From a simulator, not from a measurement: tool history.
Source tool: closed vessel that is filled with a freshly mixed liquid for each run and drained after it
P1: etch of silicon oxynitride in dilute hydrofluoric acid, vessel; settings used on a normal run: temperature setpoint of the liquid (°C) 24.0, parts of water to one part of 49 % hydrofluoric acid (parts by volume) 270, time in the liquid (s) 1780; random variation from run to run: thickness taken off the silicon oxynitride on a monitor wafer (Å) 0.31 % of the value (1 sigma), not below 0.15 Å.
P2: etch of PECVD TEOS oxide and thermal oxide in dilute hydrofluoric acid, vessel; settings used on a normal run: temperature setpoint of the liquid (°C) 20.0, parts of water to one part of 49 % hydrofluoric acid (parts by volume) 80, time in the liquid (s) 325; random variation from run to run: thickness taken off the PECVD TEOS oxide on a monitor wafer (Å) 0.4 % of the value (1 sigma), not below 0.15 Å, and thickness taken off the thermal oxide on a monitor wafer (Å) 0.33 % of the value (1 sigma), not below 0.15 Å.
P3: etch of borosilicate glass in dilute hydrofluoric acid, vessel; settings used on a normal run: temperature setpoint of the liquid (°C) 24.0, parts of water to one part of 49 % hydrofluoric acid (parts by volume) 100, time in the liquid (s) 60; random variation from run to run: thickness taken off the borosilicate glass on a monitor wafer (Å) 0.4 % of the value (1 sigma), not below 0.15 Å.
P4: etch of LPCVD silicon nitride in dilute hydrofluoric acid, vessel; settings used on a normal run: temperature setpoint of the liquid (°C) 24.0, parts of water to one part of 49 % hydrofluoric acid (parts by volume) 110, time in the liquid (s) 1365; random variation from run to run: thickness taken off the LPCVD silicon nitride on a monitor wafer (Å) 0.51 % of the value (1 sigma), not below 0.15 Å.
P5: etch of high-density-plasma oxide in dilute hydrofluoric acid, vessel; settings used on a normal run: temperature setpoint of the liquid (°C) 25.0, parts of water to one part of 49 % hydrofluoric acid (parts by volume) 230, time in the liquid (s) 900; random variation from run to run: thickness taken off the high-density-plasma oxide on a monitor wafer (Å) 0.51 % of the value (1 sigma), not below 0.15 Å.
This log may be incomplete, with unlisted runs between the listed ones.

run	hour	process that ran	temperature setpoint of the liquid (°C)	parts of water to one part of 49 % hydrofluoric acid (parts by volume)	time in the liquid (s)	thickness taken off the silicon oxynitride on a monitor wafer (Å)	thickness taken off the LPCVD silicon nitride on a monitor wafer (Å)	thickness taken off the borosilicate glass on a monitor wafer (Å)	thickness taken off the PECVD TEOS oxide on a monitor wafer (Å)	thickness taken off the thermal oxide on a monitor wafer (Å)	thickness taken off the high-density-plasma oxide on a monitor wafer (Å)
1	6.9	P1	24.0	270	1780	281.18					
2	15.6	P1	24.0	270	1780	282.59					
3	21.1	P4	24.0	110	1365		52.094				
4	29.9	P4	20.5	110	1365		41.835				
5	40.1	P1	24.0	270	1780	282.03					
6	49.9	P1	24.0	270	1780	282.22					
7	55.7	P3	24.0	100	60			227.90			
8	63.7	P4	24.0	110	1365		53.237				
9	72.2	P2	20.0	80	325				376.580	160.200	
10	80.0	P1	24.0	270	985	155.58					
11	88.4	P2	26.5	80	325				496.430	208.730	
12	96.9	P5	32.0	230	900						358.8300
13	104.5	P3	24.0	100	110			418.14			
14	111.4	P3	24.0	20	60			1261.00			
15	116.4	P1	24.0	390	1780	179.73					
16	122.0	P1	18.0	270	1780	215.52					
17	126.8	P1	30.5	270	1780	366.84					
18	134.1	P4	24.0	60	1365		95.700				
19	140.9	P5	25.0	230	900						281.4300
20	145.7	P1	20.0	185	1780	363.07					
21	151.1	P5	25.0	75	900						1033.5000
22	156.4	P2	20.0	140	325				203.360	85.612	
23	165.5	P3	17.0	100	60			171.11			
24	172.8	P2	20.0	80	30				35.312	14.909	
25	182.1	P5	25.0	230	30						9.3867
26	192.2	P3	24.0	100	60			227.91			
27	197.2	P1	24.0	270	3175	499.79					
28	203.6	P4	24.0	110	2720		105.540				
29	213.1	P1	24.0	270	1780	282.50					
30	220.7	P1	24.0	150	1780	551.77					
31	229.3	P1	24.0	65	1025	790.97					
32	237.3	P1	24.0	270	1780	281.65					
33	245.1	P1	24.0	270	1780	268.49					
34	250.0	P1	24.0	270	1780	265.50					
35	255.9	P1	24.0	270	1780	261.13					
36	262.8	P1	24.0	270	1780	260.35					
37	269.0	P1	24.0	270	1780	259.62					
38	274.6	P1	24.0	270	1780	259.17					

Compared with where it was, what P1 gives has crept away. Each cause listed below fits the log as well as the rest, at the size given for it:
A: hydrofluoric acid flow below the setpoint (%) = 6.76
B: liquid colder than its thermometer reads (K) = 1.93
The creep began at about hour 237.3.

Consider the 4 single-wafer check runs listed below, results given as question marks: which one distinguishes between the causes by giving clearly different results for each?
check 1	280.2	P3	24.0	25	60			?			
check 2	280.2	P2	25.5	80	325				?	?	
check 3	280.2	P4	24.0	65	2515		?				
check 4	280.2	P5	25.0	105	510						?

Check results expected under each cause:
check	result	if A	if B
check 1	thickness taken off the borosilicate glass on a monitor wafer (Å)	933.37	924.68
check 2	thickness taken off the PECVD TEOS oxide on a monitor wafer (Å)	439.680	439.820
check 2	thickness taken off the thermal oxide on a monitor wafer (Å)	185.530	185.590
check 3	thickness taken off the LPCVD silicon nitride on a monitor wafer (Å)	152.110	143.050
check 4	thickness taken off the high-density-plasma oxide on a monitor wafer (Å)	372.6600	373.8800
Gap, in per cent, between the two causes that each check separates least, read from the result that separates them most: check 1 0.93 %; check 2 0.03 %; check 3 6.14 %; check 4 0.33 %
The causes can be told apart only by check 3. The other checks would give nearly the same results under each of them.

After running check 3, the following was obtained: thickness taken off the LPCVD silicon nitride on a monitor wafer (Å) 142.380. Which cause does this point to?

The correct cause is B, namely: liquid colder than its thermometer reads (K).
